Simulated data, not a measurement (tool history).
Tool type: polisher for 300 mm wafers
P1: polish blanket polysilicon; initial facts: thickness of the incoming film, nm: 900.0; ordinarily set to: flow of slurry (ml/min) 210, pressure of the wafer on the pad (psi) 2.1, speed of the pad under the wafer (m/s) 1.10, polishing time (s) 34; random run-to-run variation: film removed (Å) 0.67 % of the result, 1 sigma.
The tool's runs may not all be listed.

run   hour  flow of slurry (ml/min)  pressure of the wafer on the pad (psi)  speed of the pad under the wafer (m/s)  polishing time (s)  wafers polished on this pad  hours since the slurry nozzle was cleaned  hours since the head pressure was calibrated  film removed (Å)
  1    5.3                      210                                     2.1                                    1.10                  34                          230                                      207.9                                         262.5            2771.9
  2   10.8                      210                                     2.1                                    1.10                  34                          285                                      213.4                                         268.0            2756.6
      19.2  -- head pressure recalibrated
  3   19.9                      210                                     2.1                                    1.10                  22                          375                                      222.5                                           0.7            1808.7
  4   28.8                      290                                     2.1                                    1.10                  34                          464                                      231.4                                           9.6            2893.1
  5   36.4                      210                                     1.5                                    0.84                  34                          540                                      239.0                                          17.2            1520.2
  6   40.3                      210                                     2.1                                    0.54                  34                          579                                      242.9                                          21.1            1371.4
  7   47.1                      210                                     3.0                                    1.10                  52                          646                                      249.7                                          27.9            6066.7
  8   54.9                      320                                     1.6                                    1.10                  34                          724                                      257.5                                          35.7            2210.1
  9   62.5                      210                                     2.1                                    1.72                  34                          800                                      265.1                                          43.3            4332.5
 10   67.0                      125                                     2.1                                    1.10                  34                          845                                      269.6                                          47.8            2568.6
 11   73.8                      210                                     2.8                                    1.10                  34                          912                                      276.4                                          54.6            3703.6
 12   78.0                      210                                     2.1                                    1.10                  34                          954                                      280.6                                          58.8            2810.3
 13   86.3                      210                                     2.1                                    1.10                  34                         1037                                      288.9                                          67.1            2783.8
 14   94.9                      210                                     2.1                                    1.10                  34                         1123                                      297.5                                          75.7            2757.9
     100.6  -- worn pad replaced by a new one
 15  101.2                      210                                     2.1                                    1.10                  34                            6                                      303.8                                          82.0            2769.7
 16  108.9                      210                                     2.1                                    1.10                  50                           83                                      311.5                                          89.7            4108.3
 17  115.5                      210                                     1.0                                    1.10                  34                          149                                      318.1                                          96.3            1334.7
 18  124.5                      210                                     2.1                                    1.10                  34                          239                                      327.1                                         105.3            2806.5
 19  128.9                      210                                     2.1                                    1.10                  34                          282                                      331.5                                         109.7            2762.8
 20  134.7                      210                                     2.1                                    1.10                  34                          340                                      337.3                                         115.5            2724.9
 21  139.8                      210                                     2.1                                    1.10                  34                          391                                      342.4                                         120.6            2733.2
 22  148.7                      210                                     2.1                                    1.10                  34                          480                                      351.3                                         129.5            2674.1
 23  154.0                      210                                     2.1                                    1.10                  34                          532                                      356.6                                         134.8            2642.4
 24  160.3                      210                                     2.1                                    1.10                  34                          595                                      362.9                                         141.1            2614.7
 25  167.0                      210                                     2.1                                    1.10                  34                          662                                      369.6                                         147.8            2633.4
 26  172.2                      210                                     2.1                                    1.10                  34                          714                                      374.8                                         153.0            2622.1
     174.4  -- worn pad replaced by a new one
 27  180.4                      210                                     2.1                                    1.10                  34                           60                                      383.0                                         161.2            2592.8
 28  186.0                      210                                     2.1                                    1.10                  34                          116                                      388.6                                         166.8            2588.9

Run 29 comes next. What will it give?
 29  191.3                      210                                     2.1                                    1.10                  34                          169                                      393.9                                         172.1                 ?

{"run 29": {"film removed (Å)": 2590.5}}
